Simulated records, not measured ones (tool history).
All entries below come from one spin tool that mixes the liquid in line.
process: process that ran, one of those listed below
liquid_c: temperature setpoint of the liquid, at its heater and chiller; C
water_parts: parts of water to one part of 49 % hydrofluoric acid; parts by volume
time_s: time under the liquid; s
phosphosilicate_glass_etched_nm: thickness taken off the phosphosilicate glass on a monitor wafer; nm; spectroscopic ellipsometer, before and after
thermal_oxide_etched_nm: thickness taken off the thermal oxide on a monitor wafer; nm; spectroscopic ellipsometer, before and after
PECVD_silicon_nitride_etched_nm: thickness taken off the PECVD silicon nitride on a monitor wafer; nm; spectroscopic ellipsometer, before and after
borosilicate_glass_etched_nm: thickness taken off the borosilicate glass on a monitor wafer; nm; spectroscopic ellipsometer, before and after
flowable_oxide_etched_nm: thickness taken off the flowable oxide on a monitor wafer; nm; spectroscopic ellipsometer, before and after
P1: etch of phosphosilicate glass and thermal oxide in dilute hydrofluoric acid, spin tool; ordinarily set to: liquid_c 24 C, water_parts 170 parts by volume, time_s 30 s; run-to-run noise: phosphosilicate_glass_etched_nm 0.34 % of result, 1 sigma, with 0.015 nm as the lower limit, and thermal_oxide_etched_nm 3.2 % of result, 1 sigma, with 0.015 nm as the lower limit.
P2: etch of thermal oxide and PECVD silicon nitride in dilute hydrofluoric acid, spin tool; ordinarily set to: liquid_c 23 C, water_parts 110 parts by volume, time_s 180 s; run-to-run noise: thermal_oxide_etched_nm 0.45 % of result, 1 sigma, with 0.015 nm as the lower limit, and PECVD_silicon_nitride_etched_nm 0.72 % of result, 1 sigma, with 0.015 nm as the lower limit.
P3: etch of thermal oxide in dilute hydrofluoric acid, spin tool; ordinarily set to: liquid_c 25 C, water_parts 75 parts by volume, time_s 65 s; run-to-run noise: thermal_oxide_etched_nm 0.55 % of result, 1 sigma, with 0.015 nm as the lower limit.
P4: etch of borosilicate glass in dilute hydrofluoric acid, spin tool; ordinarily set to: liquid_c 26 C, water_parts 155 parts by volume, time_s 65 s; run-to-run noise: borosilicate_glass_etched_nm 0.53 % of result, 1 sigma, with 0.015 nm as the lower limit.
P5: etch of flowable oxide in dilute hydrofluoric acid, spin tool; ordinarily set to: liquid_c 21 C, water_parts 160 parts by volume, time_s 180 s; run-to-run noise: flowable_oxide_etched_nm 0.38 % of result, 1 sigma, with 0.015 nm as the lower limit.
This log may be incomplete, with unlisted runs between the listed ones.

run,hour,process,liquid_c,water_parts,time_s,hours since the thermometer was replaced,hours since the hydrofluoric acid flow meter was replaced,phosphosilicate_glass_etched_nm,thermal_oxide_etched_nm,PECVD_silicon_nitride_etched_nm,borosilicate_glass_etched_nm,flowable_oxide_etched_nm
1,12.5,P1,24,170,30,457.8,273.9,9.64,0.83252,,,
2,20,P2,23,110,180,465.3,281.4,,7.2144,3.9236,,
3,27.8,P2,31.5,110,180,473.1,289.2,,10.045,6.7489,,
4,40.4,P3,25,75,15,485.7,301.8,,1.0486,,,
5,50.8,P1,24,170,15,496.1,312.2,4.8022,0.38651,,,
6,60.3,P4,26,155,15,505.6,321.7,,,,2.1274,
7,73.3,P1,27.5,40,30,518.6,334.7,55.353,4.6432,,,
8,80.4,P1,30.5,35,30,525.7,341.8,72.2,5.92,,,
9,88.8,P1,24,170,30,534.1,350.2,9.601,0.78525,,,
10,95.6,P1,24,280,30,540.9,357,5.1865,0.44827,,,
11,104,P1,24,170,30,549.3,365.4,9.6174,0.8211,,,
12,116.1,P1,19,170,30,561.4,377.5,7.9391,0.65382,,,
13,124,P5,28.5,160,180,569.3,385.4,,,,,65.991
14,131.2,P5,21,160,15,576.5,392.6,,,,,4.118
15,137.3,P4,31,155,65,582.6,398.7,,,,11.187,
16,145.2,P1,24,170,30,590.5,406.6,9.6193,0.75519,,,
17,157,P3,25,135,65,602.3,418.4,,2.3051,,,
18,169.6,P2,23,110,320,614.9,431,,12.871,6.9892,,
19,176.6,P5,21,290,180,621.9,438,,,,,24.024
20,186,P4,26,155,65,631.3,447.4,,,,9.2688,
21,195.1,P3,25,75,65,640.4,456.5,,4.4436,,,
22,204,P1,27.5,170,15,649.3,465.4,5.4553,0.43738,,,
23,214,P1,24,170,30,659.3,475.4,9.5557,0.8116,,,
24,225.3,P1,28.5,170,30,670.6,486.7,11.422,0.90516,,,
25,234.6,P3,18.5,75,65,679.9,496,,3.4094,,,
26,245,P1,24,95,30,690.3,506.4,18.789,1.5308,,,
27,255.6,P3,25,75,65,700.9,517,,4.495,,,
28,264.8,P5,21,160,180,710.1,526.2,,,,,49.932
29,273.9,P5,21,160,180,719.2,535.3,,,,,49.94
30,283.8,P1,24,170,60,729.1,545.2,19.302,1.6246,,,
31,297.5,P2,23,25,180,742.8,558.9,,35.651,16.438,,
32,306.1,P4,26,265,65,751.4,567.5,,,,4.8132,
33,314.1,P2,23,110,180,759.4,575.5,,7.2584,3.9598,,
34,321.9,P1,24,170,30,767.2,583.3,9.6622,0.75967,,,
35,335,P1,24,170,30,780.3,596.4,9.9627,0.83717,,,
36,347.5,P1,24,170,30,792.8,608.9,10.102,0.81551,,,
37,359.9,P1,24,170,30,805.2,621.3,10.17,0.85066,,,
38,366.7,P1,24,170,30,812,628.1,10.29,0.83726,,,
39,376.3,P1,24,170,30,821.6,637.7,10.26,0.84311,,,
40,383.6,P1,24,170,30,828.9,645,10.262,0.79868,,,
41,393.2,P1,24,170,30,838.5,654.6,10.319,0.82388,,,
42,402.3,P1,24,170,30,847.6,663.7,10.269,0.89387,,,

What P1 gives has crept away from where it was. These 2 causes fit the log equally well, each at the size given:
A: liquid hotter than its thermometer reads (K) = 1.86
B: hydrofluoric acid flow above the setpoint (%) = 6.02
Creep in the process output first set in at about hour 321.9.

Which of the 4 check runs listed below separates the causes, so that each cause would produce a clearly different result? Each run uses one wafer, and its results are marked with question marks.
check 1,411.4,P5,21,265,180,,,,,,,?
check 2,411.4,P3,25,135,15,,,,?,,,
check 3,411.4,P2,23,35,295,,,,?,?,,
check 4,411.4,P4,26,255,65,,,,,,?,

Outcome of each check run for each possible cause:
check,result,if A,if B
check 1,flowable_oxide_etched_nm,28.927,29.075
check 2,thermal_oxide_etched_nm,0.57131,0.56971
check 3,thermal_oxide_etched_nm,44.435,43.712
check 3,PECVD_silicon_nitride_etched_nm,22.441,20.929
check 4,borosilicate_glass_etched_nm,5.3671,5.4201
Distance between the nearest two causes, measured in the result of the check that separates them most: check 1 0.51 %; check 2 0.28 %; check 3 6.97 %; check 4 0.98 %
The causes can be told apart only by check 3. The other checks would give nearly the same results under each of them.

With check 3 done, the readings were: thermal_oxide_etched_nm 43.875 nm; PECVD_silicon_nitride_etched_nm 20.854 nm. Identify which of the listed causes applies.

The correct cause is B, namely: hydrofluoric acid flow above the setpoint (%).
